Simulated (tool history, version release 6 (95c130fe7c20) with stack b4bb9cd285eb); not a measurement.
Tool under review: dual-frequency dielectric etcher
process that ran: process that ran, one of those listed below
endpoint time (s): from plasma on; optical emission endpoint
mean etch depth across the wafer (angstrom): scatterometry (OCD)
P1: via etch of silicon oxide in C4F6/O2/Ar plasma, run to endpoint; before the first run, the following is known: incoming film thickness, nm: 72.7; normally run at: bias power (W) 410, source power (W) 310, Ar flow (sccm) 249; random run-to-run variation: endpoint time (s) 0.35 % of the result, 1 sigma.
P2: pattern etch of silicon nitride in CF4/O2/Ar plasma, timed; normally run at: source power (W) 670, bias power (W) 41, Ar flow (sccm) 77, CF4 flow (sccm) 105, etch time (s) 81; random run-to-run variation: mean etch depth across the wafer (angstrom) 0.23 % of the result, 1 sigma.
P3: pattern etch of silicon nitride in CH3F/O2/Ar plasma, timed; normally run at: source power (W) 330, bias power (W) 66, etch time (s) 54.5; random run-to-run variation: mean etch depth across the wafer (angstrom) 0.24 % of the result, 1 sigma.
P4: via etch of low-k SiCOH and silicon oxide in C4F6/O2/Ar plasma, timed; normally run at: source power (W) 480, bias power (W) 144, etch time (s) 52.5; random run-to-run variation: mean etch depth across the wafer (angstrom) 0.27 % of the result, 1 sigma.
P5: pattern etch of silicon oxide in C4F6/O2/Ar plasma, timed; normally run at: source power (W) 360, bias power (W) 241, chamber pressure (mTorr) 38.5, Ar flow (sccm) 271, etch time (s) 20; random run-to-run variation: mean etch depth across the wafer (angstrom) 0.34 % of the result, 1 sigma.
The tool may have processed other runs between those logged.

run   hour  process that ran  bias power (W)  source power (W)  Ar flow (sccm)  etch time (s)  chamber pressure (mTorr)  CF4 flow (sccm)  endpoint time (s)  mean etch depth across the wafer (angstrom)
  1   18.4                P1             410               310             249                                                                       18.315
  2   36.4                P4             144               650                           52.5                                                                                                     1566.3
  3   46.4                P1             410               310             249                                                                       18.136
  4   64.2                P5             186               360             271             20                      38.5                                                                           619.68
  5   75.2                P1             410               410             249                                                                       16.418
  6     84                P1             410               310             249                                                                        18.21
  7  101.8                P2              41               670              48             81                                        105                                                          2010.6
  8  116.2                P5             241               360             271             20                      38.5                                                                           670.85
  9  135.2                P4              84               480                           52.5                                                                                                     1195.3
 10  147.5                P3              46               330                           54.5                                                                                                     309.71
 11  166.5                P5             241               360             271             20                      38.5                                                                           670.53
 12    185                P1             410               310             201                                                                       17.815
 13  195.3                P1             487               310             249                                                                       17.115
 14  207.8                P5             241               360             271             15                      38.5                                                                           501.41
 15  218.3                P2              41               670              77            106                                        105                                                          2495.1
 16  235.6                P4             144               480                           76.5                                                                                                     2028.6
 17  253.7                P1             522               230             249                                                                         18.5
 18  272.5                P3              66               330                           54.5                                                                                                     347.06
 19  282.6                P5             241               490             271             20                      38.5                                                                            754.9
 20  300.5                P2              41               670              77             81                                        105                                                          1914.7
 21  310.6                P5             241               360             185             20                      38.5                                                                           703.18
 22  319.3                P5             241               360             271             20                      28.5                                                                            690.7
 23  334.5                P1             410               180             249                                                                       22.184
 24  349.8                P2              41               670              77             81                                        105                                                          1909.1
 25  363.6                P1             410               310             325                                                                       18.814
 26  380.4                P2              41               850              77             81                                        105                                                          2353.1
 27    397                P3              66               240                           54.5                                                                                                     308.31
 28  405.5                P1             410               260             209                                                                       18.979
 29  422.8                P1             410               310             249                                                                       18.201
 30  434.9                P1             251               310             249                                                                       21.686
 31  446.1                P2              41               670              77             81                                         73                                                          1819.1
 32  457.5                P3              66               330                             37                                                                                                      236.3
 33  475.4                P4             144               480                           52.5                                                                                                     1381.5
 34  485.6                P2              57               670              77             81                                        105                                                          2141.8
 35    498                P1             410               310             249                                                                       18.203
 36  506.8                P1             410               310             249                                                                       18.374
 37  525.5                P1             410               310             249                                                                       18.422
 38  534.6                P1             410               310             249                                                                       18.507
 39  546.8                P1             410               310             249                                                                       18.458
 40    556                P1             410               310             249                                                                       18.464
     556.4  -- wet clean of the chamber
 41  569.8                P1             410               310             249                                                                       18.619
 42  588.6                P1             410               310             249                                                                       18.517
 43  607.4                P1             410               310             249                                                                       18.493
 44  623.2                P1             410               310             249                                                                       18.524

P1 has crept away from where it was. The log is fitted equally well by each of these 2 causes, at the sizes shown:
A: source power that arrives under what is set, % = 4.55
B: bias power that arrives under what is set, % = 4.6
Onset of the creep was near hour 498.
Ruled out, with reasons:
chamber walls in a state that lowers the etch rate, %: was serviced at hour 556.4, once the creep was under way, yet the earlier output never came back
Ar flow that arrives over what is set, %: capped at 8; at that size endpoint time (s) would change by +0.9 %, too little to explain the creep or opposite to it

Listed below are the offered check runs, one wafer per run, with question marks in place of results. For which of them would the causes give clearly different outcomes?
check 1   639                P3              66               330                           54.5                                                                                                          ?
check 2   639                P4             144               480                           52.5                                                                                                          ?
check 3   639                P5             241               360             271             20                      38.5                                                                                ?
check 4   639                P2              41               670              77             81                                        105                                                               ?

If the cause were each of the candidates in turn, the checks would give the following:
  check                                       result    if A    if B
check 1  mean etch depth across the wafer (angstrom)  341.92   342.5
check 2  mean etch depth across the wafer (angstrom)  1359.7    1366
check 3  mean etch depth across the wafer (angstrom)  659.14  660.43
check 4  mean etch depth across the wafer (angstrom)  1831.4  1878.6
Minimum pairwise separation of causes per check, each pair taken at its best-separating result: check 1 0.17 %; check 2 0.46 %; check 3 0.2 %; check 4 2.54 %
Check 4 distinguishes between the causes, while the remaining checks would return nearly the same result for all of them.

The results of check 4 are: mean etch depth across the wafer (angstrom) 1875. Based on these, which of the listed causes is it?

B is the cause: bias power that arrives under what is set, %.
